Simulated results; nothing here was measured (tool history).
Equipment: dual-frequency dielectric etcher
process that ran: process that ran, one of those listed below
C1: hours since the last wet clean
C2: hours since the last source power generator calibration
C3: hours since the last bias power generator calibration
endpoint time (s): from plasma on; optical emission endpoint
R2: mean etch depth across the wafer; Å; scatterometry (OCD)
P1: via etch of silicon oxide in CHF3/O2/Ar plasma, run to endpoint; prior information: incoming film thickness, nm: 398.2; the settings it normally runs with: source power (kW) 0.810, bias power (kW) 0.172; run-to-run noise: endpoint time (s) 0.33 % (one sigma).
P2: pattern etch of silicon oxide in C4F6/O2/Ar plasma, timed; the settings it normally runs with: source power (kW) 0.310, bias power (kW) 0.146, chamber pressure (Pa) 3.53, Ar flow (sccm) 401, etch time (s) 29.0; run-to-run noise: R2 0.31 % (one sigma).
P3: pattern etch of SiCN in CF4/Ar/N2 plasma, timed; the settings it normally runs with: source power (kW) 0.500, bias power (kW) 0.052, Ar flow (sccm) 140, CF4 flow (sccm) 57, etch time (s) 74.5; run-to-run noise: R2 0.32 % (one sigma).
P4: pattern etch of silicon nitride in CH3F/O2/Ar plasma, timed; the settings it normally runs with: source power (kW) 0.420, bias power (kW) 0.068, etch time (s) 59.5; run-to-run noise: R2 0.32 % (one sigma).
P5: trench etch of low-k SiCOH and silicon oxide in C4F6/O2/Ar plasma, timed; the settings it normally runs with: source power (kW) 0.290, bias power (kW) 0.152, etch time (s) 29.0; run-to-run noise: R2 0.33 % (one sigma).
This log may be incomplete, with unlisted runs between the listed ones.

Run 1, hour 5.6: process that ran P1, source power (kW) 0.810, bias power (kW) 0.172; C1 380.6; C2 3478.6; C3 956.4. Result: endpoint time (s) 182.68.
Run 2, hour 10.7: process that ran P5, source power (kW) 0.290, bias power (kW) 0.152, etch time (s) 40.5; C1 385.7; C2 3483.7; C3 961.5. Result: R2 1040.30 Å.
Run 3, hour 16.6: process that ran P1, source power (kW) 0.810, bias power (kW) 0.136; C1 391.6; C2 3489.6; C3 967.4. Result: endpoint time (s) 196.93.
Run 4, hour 23.5: process that ran P2, source power (kW) 0.310, bias power (kW) 0.146, etch time (s) 29.0, chamber pressure (Pa) 3.53, Ar flow (sccm) 401; C1 398.5; C2 3496.5; C3 974.3. Result: R2 775.11 Å.
Run 5, hour 27.5: process that ran P3, source power (kW) 0.500, bias power (kW) 0.052, etch time (s) 103.5, Ar flow (sccm) 140, CF4 flow (sccm) 57; C1 402.5; C2 3500.5; C3 978.3. Result: R2 828.42 Å.
Run 6, hour 32.0: process that ran P4, source power (kW) 0.560, bias power (kW) 0.068, etch time (s) 59.5; C1 407.0; C2 3505.0; C3 982.8. Result: R2 464.28 Å.
Run 7, hour 37.3: process that ran P3, source power (kW) 0.310, bias power (kW) 0.052, etch time (s) 74.5, Ar flow (sccm) 140, CF4 flow (sccm) 57; C1 412.3; C2 3510.3; C3 988.1. Result: R2 389.64 Å.
Run 8, hour 43.0: process that ran P1, source power (kW) 1.120, bias power (kW) 0.210; C1 418.0; C2 3516.0; C3 993.8. Result: endpoint time (s) 151.29.
Run 9, hour 48.0: process that ran P5, source power (kW) 0.290, bias power (kW) 0.152, etch time (s) 29.0; C1 423.0; C2 3521.0; C3 998.8. Result: R2 748.90 Å.
Run 10, hour 51.3: process that ran P5, source power (kW) 0.290, bias power (kW) 0.113, etch time (s) 29.0; C1 426.3; C2 3524.3; C3 1002.1. Result: R2 682.89 Å.
Run 11, hour 57.3: process that ran P4, source power (kW) 0.420, bias power (kW) 0.068, etch time (s) 59.5; C1 432.3; C2 3530.3; C3 1008.1. Result: R2 420.05 Å.
Run 12, hour 64.6: process that ran P5, source power (kW) 0.370, bias power (kW) 0.152, etch time (s) 29.0; C1 439.6; C2 3537.6; C3 1015.4. Result: R2 826.66 Å.
Run 13, hour 69.6: process that ran P2, source power (kW) 0.310, bias power (kW) 0.146, etch time (s) 29.0, chamber pressure (Pa) 4.93, Ar flow (sccm) 401; C1 444.6; C2 3542.6; C3 1020.4. Result: R2 741.20 Å.
Run 14, hour 75.3: process that ran P1, source power (kW) 0.530, bias power (kW) 0.172; C1 450.3; C2 3548.3; C3 1026.1. Result: endpoint time (s) 215.75.
Run 15, hour 82.1: process that ran P3, source power (kW) 0.500, bias power (kW) 0.052, etch time (s) 74.5, Ar flow (sccm) 140, CF4 flow (sccm) 57; C1 457.1; C2 3555.1; C3 1032.9. Result: R2 593.82 Å.
Run 16, hour 87.3: process that ran P1, source power (kW) 0.810, bias power (kW) 0.172; C1 462.3; C2 3560.3; C3 1038.1. Result: endpoint time (s) 182.47.
Run 17, hour 92.7: process that ran P3, source power (kW) 0.500, bias power (kW) 0.052, etch time (s) 74.5, Ar flow (sccm) 91, CF4 flow (sccm) 57; C1 467.7; C2 3565.7; C3 1043.5. Result: R2 641.16 Å.
Run 18, hour 98.4: process that ran P4, source power (kW) 0.420, bias power (kW) 0.046, etch time (s) 59.5; C1 473.4; C2 3571.4; C3 1049.2. Result: R2 366.95 Å.
Run 19, hour 105.2: process that ran P2, source power (kW) 0.310, bias power (kW) 0.179, etch time (s) 29.0, chamber pressure (Pa) 3.53, Ar flow (sccm) 401; C1 480.2; C2 3578.2; C3 1056.0. Result: R2 820.54 Å.
Run 20, hour 112.5: process that ran P4, source power (kW) 0.420, bias power (kW) 0.068, etch time (s) 85.5; C1 487.5; C2 3585.5; C3 1063.3. Result: R2 601.67 Å.
Run 21, hour 118.7: process that ran P1, source power (kW) 0.810, bias power (kW) 0.234; C1 493.7; C2 3591.7; C3 1069.5. Result: endpoint time (s) 164.29.
Run 22, hour 124.8: process that ran P1, source power (kW) 1.000, bias power (kW) 0.142; C1 499.8; C2 3597.8; C3 1075.6. Result: endpoint time (s) 179.99.
Run 23, hour 129.0: process that ran P1, source power (kW) 0.810, bias power (kW) 0.172; C1 504.0; C2 3602.0; C3 1079.8. Result: endpoint time (s) 182.60.
Run 24, hour 132.7: process that ran P4, source power (kW) 0.420, bias power (kW) 0.068, etch time (s) 59.5; C1 507.7; C2 3605.7; C3 1083.5. Result: R2 416.73 Å.
Run 25, hour 136.7: process that ran P1, source power (kW) 0.810, bias power (kW) 0.172; C1 511.7; C2 3609.7; C3 1087.5. Result: endpoint time (s) 183.86.
Run 26, hour 139.9: process that ran P2, source power (kW) 0.310, bias power (kW) 0.146, etch time (s) 29.0, chamber pressure (Pa) 3.53, Ar flow (sccm) 292; C1 514.9; C2 3612.9; C3 1090.7. Result: R2 802.00 Å.
Run 27, hour 143.1: process that ran P2, source power (kW) 0.310, bias power (kW) 0.146, etch time (s) 37.0, chamber pressure (Pa) 3.53, Ar flow (sccm) 401; C1 518.1; C2 3616.1; C3 1093.9. Result: R2 984.01 Å.
Run 28, hour 149.9: process that ran P3, source power (kW) 0.500, bias power (kW) 0.052, etch time (s) 74.5, Ar flow (sccm) 140, CF4 flow (sccm) 36; C1 524.9; C2 3622.9; C3 1100.7. Result: R2 544.85 Å.
Run 29, hour 156.4: process that ran P3, source power (kW) 0.500, bias power (kW) 0.073, etch time (s) 74.5, Ar flow (sccm) 140, CF4 flow (sccm) 57; C1 531.4; C2 3629.4; C3 1107.2. Result: R2 668.43 Å.
Run 30, hour 161.6: process that ran P1, source power (kW) 1.140, bias power (kW) 0.172; C1 536.6; C2 3634.6; C3 1112.4. Result: endpoint time (s) 161.07.
Run 31, hour 165.2: process that ran P2, source power (kW) 0.210, bias power (kW) 0.146, etch time (s) 29.0, chamber pressure (Pa) 3.53, Ar flow (sccm) 401; C1 540.2; C2 3638.2; C3 1116.0. Result: R2 658.87 Å.
Run 32, hour 172.2: process that ran P3, source power (kW) 0.500, bias power (kW) 0.052, etch time (s) 74.5, Ar flow (sccm) 140, CF4 flow (sccm) 57; C1 547.2; C2 3645.2; C3 1123.0. Result: R2 595.35 Å.
Run 33, hour 178.8: process that ran P1, source power (kW) 0.810, bias power (kW) 0.172; C1 553.8; C2 3651.8; C3 1129.6. Result: endpoint time (s) 182.44.
Run 34, hour 185.1: process that ran P5, source power (kW) 0.290, bias power (kW) 0.152, etch time (s) 29.0; C1 560.1; C2 3658.1; C3 1135.9. Result: R2 748.72 Å.
Run 35, hour 188.5: process that ran P1, source power (kW) 0.810, bias power (kW) 0.172; C1 563.5; C2 3661.5; C3 1139.3. Result: endpoint time (s) 182.51.
Run 36, hour 191.9: process that ran P1, source power (kW) 0.810, bias power (kW) 0.172; C1 566.9; C2 3664.9; C3 1142.7. Result: endpoint time (s) 183.08.
Run 37, hour 197.0: process that ran P1, source power (kW) 0.810, bias power (kW) 0.172; C1 572.0; C2 3670.0; C3 1147.8. Result: endpoint time (s) 185.14.
Run 38, hour 201.6: process that ran P1, source power (kW) 0.810, bias power (kW) 0.172; C1 576.6; C2 3674.6; C3 1152.4. Result: endpoint time (s) 184.19.
Run 39, hour 208.2: process that ran P1, source power (kW) 0.810, bias power (kW) 0.172; C1 583.2; C2 3681.2; C3 1159.0. Result: endpoint time (s) 184.73.
Run 40, hour 213.9: process that ran P1, source power (kW) 0.810, bias power (kW) 0.172; C1 588.9; C2 3686.9; C3 1164.7. Result: endpoint time (s) 185.27.
At hour 216.8: wet clean of the chamber.
Run 41, hour 218.8: process that ran P1, source power (kW) 0.810, bias power (kW) 0.172; C1 2.1; C2 3691.8; C3 1169.6. Result: endpoint time (s) 185.62.

Predict the results of run 42:
Run 42, hour 223.7: process that ran P1, source power (kW) 0.810, bias power (kW) 0.172; C1 7.0; C2 3696.7; C3 1174.5. Result: endpoint time (s) ?.

endpoint time (s): 185.45
